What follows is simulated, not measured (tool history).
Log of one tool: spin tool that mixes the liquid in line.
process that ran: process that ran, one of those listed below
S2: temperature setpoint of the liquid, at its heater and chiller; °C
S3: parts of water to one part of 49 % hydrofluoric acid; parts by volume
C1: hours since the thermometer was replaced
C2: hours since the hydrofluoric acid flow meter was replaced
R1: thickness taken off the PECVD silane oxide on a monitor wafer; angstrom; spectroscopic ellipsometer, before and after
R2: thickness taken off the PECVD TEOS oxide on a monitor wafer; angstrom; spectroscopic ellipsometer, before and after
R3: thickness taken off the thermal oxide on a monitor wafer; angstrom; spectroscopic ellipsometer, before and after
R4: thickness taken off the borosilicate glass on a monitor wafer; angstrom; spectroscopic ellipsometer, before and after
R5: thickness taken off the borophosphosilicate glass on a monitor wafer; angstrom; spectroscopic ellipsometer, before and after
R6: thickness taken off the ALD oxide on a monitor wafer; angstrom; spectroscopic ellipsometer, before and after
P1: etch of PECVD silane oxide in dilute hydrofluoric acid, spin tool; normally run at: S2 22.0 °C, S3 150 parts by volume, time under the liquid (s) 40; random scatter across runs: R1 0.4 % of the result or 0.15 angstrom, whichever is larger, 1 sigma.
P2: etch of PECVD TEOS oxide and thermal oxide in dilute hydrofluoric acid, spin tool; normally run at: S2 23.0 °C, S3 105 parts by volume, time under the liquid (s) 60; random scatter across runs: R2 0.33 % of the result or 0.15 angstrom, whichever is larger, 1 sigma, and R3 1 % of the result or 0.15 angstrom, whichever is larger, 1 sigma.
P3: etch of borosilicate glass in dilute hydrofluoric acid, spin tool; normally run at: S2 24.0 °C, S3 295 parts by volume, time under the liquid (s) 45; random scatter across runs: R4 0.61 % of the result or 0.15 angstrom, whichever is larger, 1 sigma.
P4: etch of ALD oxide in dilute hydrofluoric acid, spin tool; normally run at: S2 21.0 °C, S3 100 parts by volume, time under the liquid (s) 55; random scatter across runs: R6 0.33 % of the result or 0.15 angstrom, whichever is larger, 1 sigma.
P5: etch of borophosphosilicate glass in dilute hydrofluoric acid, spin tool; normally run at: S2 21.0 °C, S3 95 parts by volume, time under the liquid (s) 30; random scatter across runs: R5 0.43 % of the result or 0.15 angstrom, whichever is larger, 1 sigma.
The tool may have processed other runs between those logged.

run 1 hour=17.6 | process_that_ran=P1 S2=22.0 S3=150 time_under_the_liquid_(s)=40 | C1=361.5 C2=403.9 | R1=54.034
run 2 hour=28.3 | process_that_ran=P1 S2=22.0 S3=150 time_under_the_liquid_(s)=15 | C1=372.2 C2=414.6 | R1=20.716
run 3 hour=47.0 | process_that_ran=P1 S2=22.0 S3=150 time_under_the_liquid_(s)=40 | C1=390.9 C2=433.3 | R1=54.677
run 4 hour=64.9 | process_that_ran=P2 S2=23.0 S3=105 time_under_the_liquid_(s)=25 | C1=408.8 C2=451.2 | R2=26.105 R3=10.353
run 5 hour=78.9 | process_that_ran=P3 S2=24.0 S3=295 time_under_the_liquid_(s)=45 | C1=422.8 C2=465.2 | R4=44.447
run 6 hour=89.3 | process_that_ran=P1 S2=22.0 S3=150 time_under_the_liquid_(s)=40 | C1=433.2 C2=475.6 | R1=54.897
run 7 hour=107.8 | process_that_ran=P5 S2=21.0 S3=95 time_under_the_liquid_(s)=30 | C1=451.7 C2=494.1 | R5=223.99
run 8 hour=123.2 | process_that_ran=P1 S2=22.0 S3=75 time_under_the_liquid_(s)=40 | C1=467.1 C2=509.5 | R1=119.060
run 9 hour=136.6 | process_that_ran=P2 S2=23.0 S3=105 time_under_the_liquid_(s)=60 | C1=480.5 C2=522.9 | R2=62.159 R3=25.271
run 10 hour=146.6 | process_that_ran=P2 S2=23.0 S3=150 time_under_the_liquid_(s)=60 | C1=490.5 C2=532.9 | R2=41.596 R3=16.838
run 11 hour=159.3 | process_that_ran=P5 S2=21.0 S3=145 time_under_the_liquid_(s)=30 | C1=503.2 C2=545.6 | R5=137.64
run 12 hour=174.9 | process_that_ran=P2 S2=18.5 S3=105 time_under_the_liquid_(s)=60 | C1=518.8 C2=561.2 | R2=52.075 R3=20.486
run 13 hour=191.7 | process_that_ran=P1 S2=17.0 S3=150 time_under_the_liquid_(s)=40 | C1=535.6 C2=578.0 | R1=44.727
run 14 hour=204.9 | process_that_ran=P2 S2=23.0 S3=105 time_under_the_liquid_(s)=60 | C1=548.8 C2=591.2 | R2=62.448 R3=25.291
-- hour=213.1 thermometer replaced
run 15 hour=217.4 | process_that_ran=P3 S2=24.0 S3=295 time_under_the_liquid_(s)=70 | C1=4.3 C2=603.7 | R4=68.747
run 16 hour=226.7 | process_that_ran=P3 S2=24.0 S3=295 time_under_the_liquid_(s)=45 | C1=13.6 C2=613.0 | R4=44.172
run 17 hour=239.9 | process_that_ran=P3 S2=32.5 S3=295 time_under_the_liquid_(s)=45 | C1=26.8 C2=626.2 | R4=58.983
run 18 hour=255.4 | process_that_ran=P4 S2=21.0 S3=100 time_under_the_liquid_(s)=55 | C1=42.3 C2=641.7 | R6=108.930
run 19 hour=273.9 | process_that_ran=P1 S2=22.0 S3=150 time_under_the_liquid_(s)=65 | C1=60.8 C2=660.2 | R1=88.870
run 20 hour=290.9 | process_that_ran=P3 S2=24.0 S3=440 time_under_the_liquid_(s)=45 | C1=77.8 C2=677.2 | R4=26.019
run 21 hour=307.3 | process_that_ran=P1 S2=29.5 S3=220 time_under_the_liquid_(s)=40 | C1=94.2 C2=693.6 | R1=45.488
run 22 hour=320.3 | process_that_ran=P4 S2=21.0 S3=100 time_under_the_liquid_(s)=110 | C1=107.2 C2=706.6 | R6=219.470
run 23 hour=330.8 | process_that_ran=P1 S2=22.0 S3=150 time_under_the_liquid_(s)=40 | C1=117.7 C2=717.1 | R1=54.906
run 24 hour=342.8 | process_that_ran=P1 S2=28.0 S3=150 time_under_the_liquid_(s)=15 | C1=129.7 C2=729.1 | R1=25.781
run 25 hour=351.8 | process_that_ran=P5 S2=21.0 S3=95 time_under_the_liquid_(s)=65 | C1=138.7 C2=738.1 | R5=480.31
run 26 hour=367.7 | process_that_ran=P4 S2=21.0 S3=165 time_under_the_liquid_(s)=55 | C1=154.6 C2=754.0 | R6=61.722
run 27 hour=386.0 | process_that_ran=P5 S2=28.5 S3=95 time_under_the_liquid_(s)=30 | C1=172.9 C2=772.3 | R5=299.14
run 28 hour=405.2 | process_that_ran=P5 S2=21.0 S3=95 time_under_the_liquid_(s)=30 | C1=192.1 C2=791.5 | R5=222.62
run 29 hour=423.5 | process_that_ran=P1 S2=22.0 S3=150 time_under_the_liquid_(s)=40 | C1=210.4 C2=809.8 | R1=55.179
run 30 hour=437.6 | process_that_ran=P1 S2=22.0 S3=205 time_under_the_liquid_(s)=40 | C1=224.5 C2=823.9 | R1=37.929
run 31 hour=452.2 | process_that_ran=P4 S2=29.0 S3=100 time_under_the_liquid_(s)=55 | C1=239.1 C2=838.5 | R6=150.030
run 32 hour=470.4 | process_that_ran=P1 S2=26.0 S3=150 time_under_the_liquid_(s)=40 | C1=257.3 C2=856.7 | R1=63.913
run 33 hour=483.7 | process_that_ran=P1 S2=22.0 S3=150 time_under_the_liquid_(s)=40 | C1=270.6 C2=870.0 | R1=55.153
run 34 hour=493.9 | process_that_ran=P1 S2=22.0 S3=150 time_under_the_liquid_(s)=40 | C1=280.8 C2=880.2 | R1=54.609
run 35 hour=504.4 | process_that_ran=P1 S2=22.0 S3=150 time_under_the_liquid_(s)=40 | C1=291.3 C2=890.7 | R1=56.107
run 36 hour=517.8 | process_that_ran=P1 S2=22.0 S3=150 time_under_the_liquid_(s)=40 | C1=304.7 C2=904.1 | R1=57.365
run 37 hour=530.7 | process_that_ran=P1 S2=22.0 S3=150 time_under_the_liquid_(s)=40 | C1=317.6 C2=917.0 | R1=58.259
run 38 hour=547.9 | process_that_ran=P1 S2=22.0 S3=150 time_under_the_liquid_(s)=40 | C1=334.8 C2=934.2 | R1=58.780

Estimate the outcome of run 39 from the log above:
run 39 hour=562.2 | process_that_ran=P1 S2=22.0 S3=150 time_under_the_liquid_(s)=40 | C1=349.1 C2=948.5 | R1=?

R1: 58.958 angstrom
